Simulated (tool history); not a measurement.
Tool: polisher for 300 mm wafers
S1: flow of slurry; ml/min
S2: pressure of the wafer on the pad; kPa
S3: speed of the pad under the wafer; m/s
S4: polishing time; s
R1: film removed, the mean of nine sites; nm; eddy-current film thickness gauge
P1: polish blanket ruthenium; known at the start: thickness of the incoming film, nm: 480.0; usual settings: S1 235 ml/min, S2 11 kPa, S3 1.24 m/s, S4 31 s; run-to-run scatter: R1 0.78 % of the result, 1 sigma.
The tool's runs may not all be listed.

{"run": 1, "hour": 12.7, "S1": 235, "S2": 11, "S3": 1.24, "S4": 31, "R1": 29.584}
{"run": 2, "hour": 26.3, "S1": 170, "S2": 13.8, "S3": 1.24, "S4": 31, "R1": 35.44}
{"run": 3, "hour": 38.9, "S1": 235, "S2": 11, "S3": 1.24, "S4": 42, "R1": 40.798}
{"run": 4, "hour": 50.7, "S1": 140, "S2": 11, "S3": 1.24, "S4": 31, "R1": 27.591}
{"run": 5, "hour": 60.0, "S1": 235, "S2": 4.8, "S3": 1.24, "S4": 31, "R1": 12.998}
{"run": 6, "hour": 67.6, "S1": 330, "S2": 11, "S3": 1.24, "S4": 47, "R1": 47.225}
{"run": 7, "hour": 79.5, "S1": 320, "S2": 11, "S3": 1.24, "S4": 31, "R1": 30.691}
{"run": 8, "hour": 90.1, "S1": 235, "S2": 11, "S3": 1.24, "S4": 31, "R1": 30.041}
{"run": 9, "hour": 105.7, "S1": 235, "S2": 11, "S3": 1.94, "S4": 31, "R1": 46.835}
{"run": 10, "hour": 120.2, "S1": 235, "S2": 16.5, "S3": 1.24, "S4": 31, "R1": 44.771}
{"run": 11, "hour": 128.4, "S1": 235, "S2": 11, "S3": 1.24, "S4": 31, "R1": 29.877}
{"run": 12, "hour": 139.3, "S1": 235, "S2": 11, "S3": 0.64, "S4": 31, "R1": 15.252}
{"run": 13, "hour": 151.5, "S1": 235, "S2": 11, "S3": 1.24, "S4": 20, "R1": 19.202}
{"run": 14, "hour": 166.3, "S1": 235, "S2": 11, "S3": 1.24, "S4": 31, "R1": 30.354}
{"run": 15, "hour": 181.2, "S1": 235, "S2": 11, "S3": 1.24, "S4": 31, "R1": 29.52}
{"run": 16, "hour": 188.6, "S1": 235, "S2": 11, "S3": 1.24, "S4": 31, "R1": 29.166}
{"run": 17, "hour": 197.4, "S1": 235, "S2": 11, "S3": 1.24, "S4": 31, "R1": 28.874}
{"run": 18, "hour": 207.4, "S1": 235, "S2": 11, "S3": 1.24, "S4": 31, "R1": 28.165}
{"hour": 208.7, "done": "worn pad replaced by a new one"}
{"run": 19, "hour": 222.7, "S1": 235, "S2": 11, "S3": 1.24, "S4": 31, "R1": 28.138}
{"run": 20, "hour": 231.9, "S1": 235, "S2": 11, "S3": 1.24, "S4": 31, "R1": 28.059}
{"run": 21, "hour": 239.5, "S1": 235, "S2": 11, "S3": 1.24, "S4": 31, "R1": 27.576}

What P1 gives has crept away from where it was. These 2 causes fit the log equally well, each at the size given:
A: slurry flow missing at the pad, % = 38.1
B: head's pressure below its setpoint, % = 6.67
The creep began at about hour 181.2.
Why every other cause is out:
removal rate lost through wear of the pad, %: serviced at hour 208.7, which brought nothing back

4 check runs are offered, each on 3 wafers whose results are averaged, their results left as question marks. Which one tells the causes apart?
{"run": "check 1", "hour": 247.1, "S1": 235, "S2": 4.8, "S3": 1.24, "S4": 31, "R1": "?"}
{"run": "check 2", "hour": 247.1, "S1": 145, "S2": 11, "S3": 0.76, "S4": 31, "R1": "?"}
{"run": "check 3", "hour": 247.1, "S1": 235, "S2": 11, "S3": 1.9, "S4": 41, "R1": "?"}
{"run": "check 4", "hour": 247.1, "S1": 235, "S2": 11, "S3": 1.66, "S4": 24, "R1": "?"}

What each check would give under each cause:
check=check_1 result=R1 if_A=12.197 if_B=12.196
check=check_2 result=R1 if_A=15.341 if_B=15.938
check=check_3 result=R1 if_A=56.496 if_B=56.491
check=check_4 result=R1 if_A=28.894 if_B=28.891
How far apart the two closest causes lie, in the result that separates them most: check 1 0.01 %; check 2 3.82 %; check 3 0.01 %; check 4 0.01 %
Only check 2 tells the causes apart: in the others they would give nearly the same result.

Check 2 was then run and gave: R1 15.893 nm. Which cause is it?

It is B: head's pressure below its setpoint, %.
